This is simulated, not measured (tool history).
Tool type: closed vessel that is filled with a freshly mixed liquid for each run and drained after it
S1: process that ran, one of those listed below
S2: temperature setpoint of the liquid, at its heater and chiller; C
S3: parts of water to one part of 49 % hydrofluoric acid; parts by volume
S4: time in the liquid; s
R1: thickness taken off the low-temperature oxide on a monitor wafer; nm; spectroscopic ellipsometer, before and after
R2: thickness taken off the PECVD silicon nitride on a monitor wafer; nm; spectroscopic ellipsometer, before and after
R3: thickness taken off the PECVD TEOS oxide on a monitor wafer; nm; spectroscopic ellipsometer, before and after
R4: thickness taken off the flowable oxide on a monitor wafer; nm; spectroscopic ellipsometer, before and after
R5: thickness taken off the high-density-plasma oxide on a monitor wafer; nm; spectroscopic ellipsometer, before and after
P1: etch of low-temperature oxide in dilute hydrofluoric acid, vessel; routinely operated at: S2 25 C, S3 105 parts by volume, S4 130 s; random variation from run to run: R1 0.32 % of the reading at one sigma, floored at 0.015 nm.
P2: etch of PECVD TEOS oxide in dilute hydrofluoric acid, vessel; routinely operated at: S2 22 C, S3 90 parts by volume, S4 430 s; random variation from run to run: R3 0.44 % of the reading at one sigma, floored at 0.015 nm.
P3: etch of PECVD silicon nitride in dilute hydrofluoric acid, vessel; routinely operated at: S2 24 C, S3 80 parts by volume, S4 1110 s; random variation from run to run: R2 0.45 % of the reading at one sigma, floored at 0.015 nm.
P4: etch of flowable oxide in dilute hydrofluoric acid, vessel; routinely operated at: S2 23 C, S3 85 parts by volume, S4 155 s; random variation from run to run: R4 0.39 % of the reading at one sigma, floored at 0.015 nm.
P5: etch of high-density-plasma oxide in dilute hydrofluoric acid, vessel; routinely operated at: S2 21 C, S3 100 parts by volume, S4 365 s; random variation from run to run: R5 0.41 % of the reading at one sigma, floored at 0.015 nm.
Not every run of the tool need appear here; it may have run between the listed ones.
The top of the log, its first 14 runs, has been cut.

Run 15, hour 210.7: S1 P1, S2 20 C, S3 105 parts by volume, S4 130 s. Result: R1 19.672 nm.
Run 16, hour 219.9: S1 P5, S2 21 C, S3 100 parts by volume, S4 600 s. Result: R5 31.648 nm.
Run 17, hour 231.8: S1 P2, S2 22 C, S3 90 parts by volume, S4 430 s. Result: R3 40.059 nm.
Run 18, hour 250.4: S1 P4, S2 23 C, S3 125 parts by volume, S4 155 s. Result: R4 24.091 nm.
Run 19, hour 259.3: S1 P4, S2 29.5 C, S3 85 parts by volume, S4 155 s. Result: R4 47.578 nm.
Run 20, hour 267.5: S1 P3, S2 18 C, S3 80 parts by volume, S4 1110 s. Result: R2 36.421 nm.
Run 21, hour 277.4: S1 P4, S2 23 C, S3 85 parts by volume, S4 155 s. Result: R4 36.838 nm.
At hour 287.9: hydrofluoric acid flow meter replaced.
Run 22, hour 288.9: S1 P4, S2 23 C, S3 85 parts by volume, S4 60 s. Result: R4 14.228 nm.
Run 23, hour 301.4: S1 P5, S2 21 C, S3 145 parts by volume, S4 365 s. Result: R5 12.595 nm.
Run 24, hour 319: S1 P1, S2 25 C, S3 105 parts by volume, S4 130 s. Result: R1 23.99 nm.
Run 25, hour 330.2: S1 P1, S2 25 C, S3 105 parts by volume, S4 245 s. Result: R1 45.178 nm.
Run 26, hour 347.4: S1 P3, S2 24 C, S3 80 parts by volume, S4 30 s. Result: R2 1.4775 nm.
Run 27, hour 358.7: S1 P2, S2 22 C, S3 25 parts by volume, S4 430 s. Result: R3 157.96 nm.
Run 28, hour 374.7: S1 P1, S2 25 C, S3 55 parts by volume, S4 130 s. Result: R1 48.861 nm.
Run 29, hour 386.2: S1 P1, S2 18 C, S3 145 parts by volume, S4 130 s. Result: R1 12.699 nm.
Run 30, hour 396.3: S1 P1, S2 25 C, S3 105 parts by volume, S4 130 s. Result: R1 24.021 nm.
Run 31, hour 413.4: S1 P1, S2 25 C, S3 105 parts by volume, S4 45 s. Result: R1 8.3178 nm.
Run 32, hour 423.4: S1 P2, S2 17 C, S3 90 parts by volume, S4 430 s. Result: R3 32.658 nm.
Run 33, hour 440.9: S1 P5, S2 21 C, S3 100 parts by volume, S4 365 s. Result: R5 19.272 nm.
Run 34, hour 450: S1 P1, S2 25 C, S3 105 parts by volume, S4 130 s. Result: R1 24.04 nm.
Run 35, hour 464.9: S1 P1, S2 25 C, S3 105 parts by volume, S4 130 s. Result: R1 23.368 nm.
Run 36, hour 475.6: S1 P1, S2 25 C, S3 105 parts by volume, S4 130 s. Result: R1 22.912 nm.
Run 37, hour 491.8: S1 P1, S2 25 C, S3 105 parts by volume, S4 130 s. Result: R1 22.599 nm.

Run 38 is up next; what results do you expect?
Run 38, hour 506: S1 P1, S2 25 C, S3 105 parts by volume, S4 130 s. Result: R1 ?.

Run 38 produced R1 22.448 nm.

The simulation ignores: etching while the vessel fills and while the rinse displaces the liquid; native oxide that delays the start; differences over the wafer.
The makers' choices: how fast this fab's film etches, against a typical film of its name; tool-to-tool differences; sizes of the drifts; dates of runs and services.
